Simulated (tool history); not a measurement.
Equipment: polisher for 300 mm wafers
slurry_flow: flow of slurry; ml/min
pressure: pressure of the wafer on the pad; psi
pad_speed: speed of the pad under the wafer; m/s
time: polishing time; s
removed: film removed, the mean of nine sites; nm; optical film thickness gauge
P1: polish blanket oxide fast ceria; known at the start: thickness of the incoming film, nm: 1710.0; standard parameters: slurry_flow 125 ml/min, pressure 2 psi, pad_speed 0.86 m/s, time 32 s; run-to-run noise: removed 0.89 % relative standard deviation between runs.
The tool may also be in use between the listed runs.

run,hour,slurry_flow,pressure,pad_speed,time,wafers polished on this pad,hours since the slurry nozzle was cleaned,hours since the head pressure was calibrated,removed
1,9,125,2,0.86,32,539,285.8,202.2,306.88
2,21.1,125,2,0.86,32,716,297.9,214.3,307.88
3,32.7,125,2,0.86,32,887,309.5,225.9,305.85
4,48.3,125,2,0.86,32,1115,325.1,241.5,305.56
5,55.7,170,2,0.86,32,1224,332.5,248.9,321.5
# hour 65.9: slurry nozzle cleaned
6,71.5,125,2,0.86,17,1456,5.7,264.7,161.82
7,87.3,125,2,0.86,44,1688,21.5,280.5,418.66
8,99.9,125,0.9,0.5,32,1873,34.1,293.1,79.396
9,113.3,125,1,0.86,32,2069,47.5,306.5,152.23
10,126.7,160,2,0.46,32,2266,60.9,319.9,168.98
11,138.9,75,2,0.86,32,2445,73.1,332.1,263.42
12,146.4,125,2,1.3,32,2555,80.6,339.6,458.77
13,161.6,125,3.2,0.86,32,2778,95.8,354.8,489.09
14,169.3,125,2,0.58,32,2891,103.5,362.5,205.21
15,178.6,125,2,0.86,32,3028,112.8,371.8,305.91
16,186.6,125,2,0.86,32,3145,120.8,379.8,299.44
17,198.4,125,2,0.86,32,3318,132.6,391.6,291.6
18,214.5,125,2,0.86,32,3554,148.7,407.7,285.39
19,227.3,125,2,0.86,32,3742,161.5,420.5,280.67
20,240.6,125,2,0.86,32,3937,174.8,433.8,276.2
# hour 250.4: head pressure recalibrated
21,252.8,125,2,0.86,32,4116,187,2.5,272.86
22,261.9,125,2,0.86,32,4250,196.1,11.6,277.59
23,276.4,125,2,0.86,32,4463,210.6,26.1,279.07

P1 has crept away from where it was. The log is fitted equally well by each of these 2 causes, at the sizes shown:
A: slurry flow missing at the pad, % = 33.3
B: removal rate lost through wear of the pad, % = 9.39
Onset of the creep was near hour 178.6.
All other causes, with the reason each is excluded:
head's pressure below its setpoint, %: maintenance at hour 250.4, after the shift began, did not return the process to its former output

You are offered 4 check runs, listed below with question marks in place of their results; each one averages 2 wafers. Which run separates the listed causes by giving clearly different results for each?
check 1,290.9,125,1.3,0.86,39,,,,?
check 2,290.9,75,2,0.86,40,,,,?
check 3,290.9,125,2.5,0.86,32,,,,?
check 4,290.9,125,3,0.86,32,,,,?

Outcome of each check run for each possible cause:
check,result,if A,if B
check 1,removed,218.65,218.69
check 2,removed,286.91,302.73
check 3,removed,345.01,345.07
check 4,removed,414.01,414.09
Per check, the gap between the least separated pair of causes, taken in the result that splits them most: check 1 0.02 %; check 2 5.37 %; check 3 0.02 %; check 4 0.02 %
Only check 2 tells the causes apart: in the others they would give nearly the same result.

Check 2 has now been run. It gave: removed 288.28 nm. Which of the candidate causes is it?

A is the cause: slurry flow missing at the pad, %.

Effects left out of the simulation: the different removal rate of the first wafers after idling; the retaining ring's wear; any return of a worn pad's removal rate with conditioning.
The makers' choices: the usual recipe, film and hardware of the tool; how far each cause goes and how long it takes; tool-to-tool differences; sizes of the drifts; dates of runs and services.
